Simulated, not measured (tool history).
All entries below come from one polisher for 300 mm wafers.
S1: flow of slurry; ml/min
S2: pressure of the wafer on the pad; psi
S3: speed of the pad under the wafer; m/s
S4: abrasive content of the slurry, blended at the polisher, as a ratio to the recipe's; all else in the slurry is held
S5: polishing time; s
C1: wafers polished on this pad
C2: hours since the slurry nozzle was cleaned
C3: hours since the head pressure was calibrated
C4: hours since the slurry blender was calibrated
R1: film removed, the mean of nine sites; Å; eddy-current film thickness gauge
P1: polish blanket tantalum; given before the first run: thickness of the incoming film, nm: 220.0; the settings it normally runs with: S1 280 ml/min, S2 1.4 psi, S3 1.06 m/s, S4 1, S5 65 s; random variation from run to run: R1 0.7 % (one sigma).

| run | hour | S1 | S2 | S3 | S4 | S5 | C1 | C2 | C3 | C4 | R1 |
|---|---|---|---|---|---|---|---|---|---|---|---|
| 1 | 7.2 | 280 | 1.4 | 1.06 | 1 | 65 | 343 | 525.6 | 1103.8 | 42.6 | 654.94 |
| 2 | 13.8 | 280 | 1.4 | 1.06 | 1 | 99 | 389 | 532.2 | 1110.4 | 49.2 | 1000.9 |
| 3 | 24.5 | 280 | 1.4 | 1.06 | 1 | 65 | 464 | 542.9 | 1121.1 | 59.9 | 656.54 |
| 4 | 30.8 | 280 | 1.4 | 1.38 | 1 | 65 | 507 | 549.2 | 1127.4 | 66.2 | 853.78 |
| 5 | 37 | 280 | 1.4 | 1.06 | 0.6 | 65 | 551 | 555.4 | 1133.6 | 72.4 | 551.23 |
| 6 | 47 | 280 | 0.9 | 1.06 | 0.65 | 65 | 621 | 565.4 | 1143.6 | 82.4 | 368.65 |
| 7 | 53.6 | 280 | 1.4 | 0.56 | 1 | 65 | 667 | 572 | 1150.2 | 89 | 344.27 |
| 8 | 64.8 | 280 | 2 | 1.06 | 1 | 65 | 745 | 583.2 | 1161.4 | 100.2 | 937.76 |
| 9 | 74.1 | 280 | 1.4 | 1.06 | 1.35 | 65 | 810 | 592.5 | 1170.7 | 109.5 | 706.01 |
|  | 81.5 | head pressure recalibrated |
| 10 | 83.9 | 170 | 1.4 | 1.06 | 1 | 65 | 878 | 602.3 | 2.5 | 119.3 | 618.34 |
| 11 | 93.1 | 280 | 1.4 | 1.06 | 1 | 65 | 942 | 611.5 | 11.7 | 128.5 | 648.7 |
| 12 | 99.4 | 280 | 1.4 | 1.06 | 1 | 65 | 986 | 617.8 | 18 | 134.8 | 659.65 |
| 13 | 110 | 175 | 1.4 | 1.06 | 0.55 | 65 | 1060 | 628.4 | 28.6 | 145.4 | 496.45 |
| 14 | 121.7 | 280 | 1.4 | 1.06 | 1 | 65 | 1142 | 640.1 | 40.3 | 157.1 | 656.22 |
| 15 | 131.7 | 280 | 1.4 | 1.06 | 1 | 65 | 1212 | 650.1 | 50.3 | 167.1 | 650.23 |
|  | 140.8 | slurry blender recalibrated |
| 16 | 140.9 | 280 | 0.8 | 1.06 | 1 | 65 | 1276 | 659.3 | 59.5 | 0.2 | 376.73 |
| 17 | 151.4 | 280 | 1.4 | 1.06 | 1 | 42 | 1349 | 669.8 | 70 | 10.7 | 419.75 |
| 18 | 158.4 | 425 | 1.4 | 1.06 | 1 | 65 | 1398 | 676.8 | 77 | 17.7 | 671.06 |
| 19 | 164.2 | 280 | 1.4 | 1.06 | 1 | 65 | 1439 | 682.6 | 82.8 | 23.5 | 652.49 |
| 20 | 169.8 | 280 | 1.4 | 1.06 | 1 | 65 | 1478 | 688.2 | 88.4 | 29.1 | 644.47 |
| 21 | 178.5 | 280 | 1.4 | 1.06 | 1 | 65 | 1538 | 696.9 | 97.1 | 37.8 | 625.66 |
| 22 | 186.3 | 280 | 1.4 | 1.06 | 1 | 65 | 1593 | 704.7 | 104.9 | 45.6 | 613.26 |

Run 23, settings as shown, results not yet in. Your forecast:
| 23 | 196.7 | 280 | 1.4 | 1.06 | 1 | 65 | 1665 | 715.1 | 115.3 | 56 | ? |

Logged for run 23: R1 595.46 Å.

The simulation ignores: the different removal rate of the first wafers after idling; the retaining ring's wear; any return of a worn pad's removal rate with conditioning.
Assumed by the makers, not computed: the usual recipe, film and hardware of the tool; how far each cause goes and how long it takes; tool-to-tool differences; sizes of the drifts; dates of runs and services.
